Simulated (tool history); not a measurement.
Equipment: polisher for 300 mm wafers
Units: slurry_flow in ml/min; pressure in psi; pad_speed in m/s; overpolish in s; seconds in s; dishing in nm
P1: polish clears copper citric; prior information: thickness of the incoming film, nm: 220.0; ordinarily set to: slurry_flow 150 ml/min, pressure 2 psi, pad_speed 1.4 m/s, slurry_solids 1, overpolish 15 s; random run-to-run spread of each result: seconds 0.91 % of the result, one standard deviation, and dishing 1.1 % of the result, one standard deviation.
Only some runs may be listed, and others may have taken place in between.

| run | hour | slurry_flow | pressure | pad_speed | slurry_solids | overpolish | seconds | dishing |
|---|---|---|---|---|---|---|---|---|
| 1 | 8.3 | 150 | 2 | 1.4 | 1 | 15 | 107.28 | 21.953 |
| 2 | 15.7 | 150 | 3.1 | 1.4 | 0.7 | 15 | 76.559 | 30.753 |
| 3 | 21.7 | 150 | 0.9 | 1.4 | 1 | 15 | 229 | 10.553 |
| 4 | 29.6 | 150 | 2 | 1.4 | 1.25 | 15 | 103.52 | 23.023 |
| 5 | 36.9 | 150 | 1.4 | 1.4 | 0.75 | 15 | 162.33 | 14.814 |
| 6 | 45.6 | 150 | 2 | 1.4 | 0.6 | 15 | 119.03 | 19.768 |
| 7 | 52.2 | 150 | 2 | 1.4 | 1 | 4 | 107.61 | 6.3323 |
| 8 | 59.2 | 150 | 2 | 1.8 | 1 | 15 | 85.413 | 27.744 |
| 9 | 65 | 150 | 2 | 0.8 | 1 | 15 | 185.54 | 13.363 |
| 10 | 74.3 | 90 | 2 | 1.4 | 1 | 15 | 121.78 | 19.946 |
| 11 | 84.7 | 150 | 2 | 1.4 | 1 | 22 | 108.99 | 31.084 |
| 12 | 95.8 | 150 | 2 | 1.4 | 1 | 15 | 107.33 | 21.785 |
| 13 | 104.9 | 150 | 2 | 1.4 | 1 | 15 | 108.47 | 21.88 |
| 14 | 110.4 | 150 | 2 | 1.4 | 1 | 15 | 106.75 | 21.878 |
| 15 | 117.9 | 150 | 2 | 1.4 | 1 | 15 | 107.78 | 21.948 |
| 16 | 129.6 | 150 | 2 | 1.4 | 1 | 15 | 108.17 | 22.195 |
| 17 | 141.1 | 150 | 3 | 1.4 | 1 | 15 | 72.502 | 31.913 |

For run 18, what comes out?
| 18 | 151.9 | 90 | 2 | 1.4 | 1 | 7 | ? | ? |

seconds: 120.66 s
dishing: 9.7493 nm

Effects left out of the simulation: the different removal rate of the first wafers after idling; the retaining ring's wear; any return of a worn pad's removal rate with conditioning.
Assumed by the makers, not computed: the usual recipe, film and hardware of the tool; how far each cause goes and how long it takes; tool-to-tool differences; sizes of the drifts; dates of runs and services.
